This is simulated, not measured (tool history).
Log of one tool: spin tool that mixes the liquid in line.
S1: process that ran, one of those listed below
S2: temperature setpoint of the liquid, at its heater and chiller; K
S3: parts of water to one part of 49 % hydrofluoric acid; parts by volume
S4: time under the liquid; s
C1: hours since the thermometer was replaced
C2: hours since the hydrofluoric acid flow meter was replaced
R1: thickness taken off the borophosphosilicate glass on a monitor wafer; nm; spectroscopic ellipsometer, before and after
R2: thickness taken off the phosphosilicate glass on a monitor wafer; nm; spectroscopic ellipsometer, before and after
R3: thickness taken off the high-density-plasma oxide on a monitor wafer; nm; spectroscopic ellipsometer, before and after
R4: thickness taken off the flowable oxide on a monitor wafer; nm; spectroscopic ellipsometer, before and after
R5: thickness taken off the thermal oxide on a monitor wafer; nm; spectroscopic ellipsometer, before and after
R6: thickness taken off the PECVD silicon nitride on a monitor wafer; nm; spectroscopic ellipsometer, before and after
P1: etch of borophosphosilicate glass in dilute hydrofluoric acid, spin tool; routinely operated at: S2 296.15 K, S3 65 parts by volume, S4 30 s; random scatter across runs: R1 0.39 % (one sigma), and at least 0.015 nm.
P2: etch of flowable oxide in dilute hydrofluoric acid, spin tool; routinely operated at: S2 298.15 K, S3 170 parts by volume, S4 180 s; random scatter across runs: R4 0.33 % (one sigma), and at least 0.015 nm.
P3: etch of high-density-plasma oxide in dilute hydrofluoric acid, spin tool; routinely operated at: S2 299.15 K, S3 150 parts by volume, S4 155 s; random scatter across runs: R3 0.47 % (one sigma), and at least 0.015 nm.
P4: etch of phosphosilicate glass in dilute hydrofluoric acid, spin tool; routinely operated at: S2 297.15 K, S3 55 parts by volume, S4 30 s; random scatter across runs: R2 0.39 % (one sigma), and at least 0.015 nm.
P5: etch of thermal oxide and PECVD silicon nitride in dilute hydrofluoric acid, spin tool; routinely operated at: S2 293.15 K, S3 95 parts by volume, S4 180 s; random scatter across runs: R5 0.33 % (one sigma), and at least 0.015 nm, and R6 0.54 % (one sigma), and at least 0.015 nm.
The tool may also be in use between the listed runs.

{"run": 1, "hour": 5.7, "S1": "P1", "S2": 296.15, "S3": 65, "S4": 30, "C1": 700.8, "C2": 563.5, "R1": 17.361}
{"run": 2, "hour": 15.3, "S1": "P4", "S2": 297.15, "S3": 55, "S4": 15, "C1": 710.4, "C2": 573.1, "R2": 29.417}
{"run": 3, "hour": 24.3, "S1": "P3", "S2": 299.15, "S3": 30, "S4": 155, "C1": 719.4, "C2": 582.1, "R3": 32.086}
{"run": 4, "hour": 33.0, "S1": "P1", "S2": 296.15, "S3": 25, "S4": 15, "C1": 728.1, "C2": 590.8, "R1": 23.759}
{"run": 5, "hour": 41.8, "S1": "P1", "S2": 296.15, "S3": 65, "S4": 30, "C1": 736.9, "C2": 599.6, "R1": 17.49}
{"run": 6, "hour": 48.2, "S1": "P4", "S2": 297.15, "S3": 20, "S4": 30, "C1": 743.3, "C2": 606, "R2": 169.85}
{"run": 7, "hour": 58.0, "S1": "P1", "S2": 296.15, "S3": 30, "S4": 30, "C1": 753.1, "C2": 615.8, "R1": 39.268}
{"run": 8, "hour": 63.6, "S1": "P2", "S2": 298.15, "S3": 170, "S4": 180, "C1": 758.7, "C2": 621.4, "R4": 20.613}
{"run": 9, "hour": 70.5, "S1": "P1", "S2": 296.15, "S3": 65, "S4": 45, "C1": 765.6, "C2": 628.3, "R1": 26.012}
{"run": 10, "hour": 78.7, "S1": "P1", "S2": 303.15, "S3": 65, "S4": 30, "C1": 773.8, "C2": 636.5, "R1": 22.881}
{"run": 11, "hour": 87.0, "S1": "P1", "S2": 296.15, "S3": 105, "S4": 30, "C1": 782.1, "C2": 644.8, "R1": 10.24}
{"run": 12, "hour": 95.1, "S1": "P1", "S2": 301.65, "S3": 20, "S4": 30, "C1": 790.2, "C2": 652.9, "R1": 75.651}
{"run": 13, "hour": 103.9, "S1": "P5", "S2": 301.15, "S3": 95, "S4": 180, "C1": 799, "C2": 661.7, "R5": 10.038, "R6": 7.5731}
{"run": 14, "hour": 110.8, "S1": "P4", "S2": 297.15, "S3": 55, "S4": 30, "C1": 805.9, "C2": 668.6, "R2": 58.713}
{"run": 15, "hour": 119.9, "S1": "P5", "S2": 293.15, "S3": 95, "S4": 180, "C1": 815, "C2": 677.7, "R5": 7.2386, "R6": 4.4548}
{"run": 16, "hour": 126.6, "S1": "P3", "S2": 299.15, "S3": 150, "S4": 155, "C1": 821.7, "C2": 684.4, "R3": 5.4725}
{"run": 17, "hour": 132.4, "S1": "P1", "S2": 290.15, "S3": 65, "S4": 30, "C1": 827.5, "C2": 690.2, "R1": 13.534}
{"run": 18, "hour": 141.4, "S1": "P1", "S2": 296.15, "S3": 65, "S4": 30, "C1": 836.5, "C2": 699.2, "R1": 17.406}
{"run": 19, "hour": 149.3, "S1": "P1", "S2": 296.15, "S3": 65, "S4": 30, "C1": 844.4, "C2": 707.1, "R1": 17.355}
{"run": 20, "hour": 157.1, "S1": "P5", "S2": 293.15, "S3": 20, "S4": 180, "C1": 852.2, "C2": 714.9, "R5": 37.731, "R6": 20.252}
{"run": 21, "hour": 162.8, "S1": "P5", "S2": 293.15, "S3": 95, "S4": 180, "C1": 857.9, "C2": 720.6, "R5": 7.2916, "R6": 4.4551}
{"run": 22, "hour": 171.7, "S1": "P3", "S2": 304.65, "S3": 150, "S4": 155, "C1": 866.8, "C2": 729.5, "R3": 6.6931}

Predict the results of run 23:
{"run": 23, "hour": 177.6, "S1": "P2", "S2": 298.15, "S3": 290, "S4": 180, "C1": 872.7, "C2": 735.4, "R4": "?"}

{"run 23": {"R4": 10.715}}

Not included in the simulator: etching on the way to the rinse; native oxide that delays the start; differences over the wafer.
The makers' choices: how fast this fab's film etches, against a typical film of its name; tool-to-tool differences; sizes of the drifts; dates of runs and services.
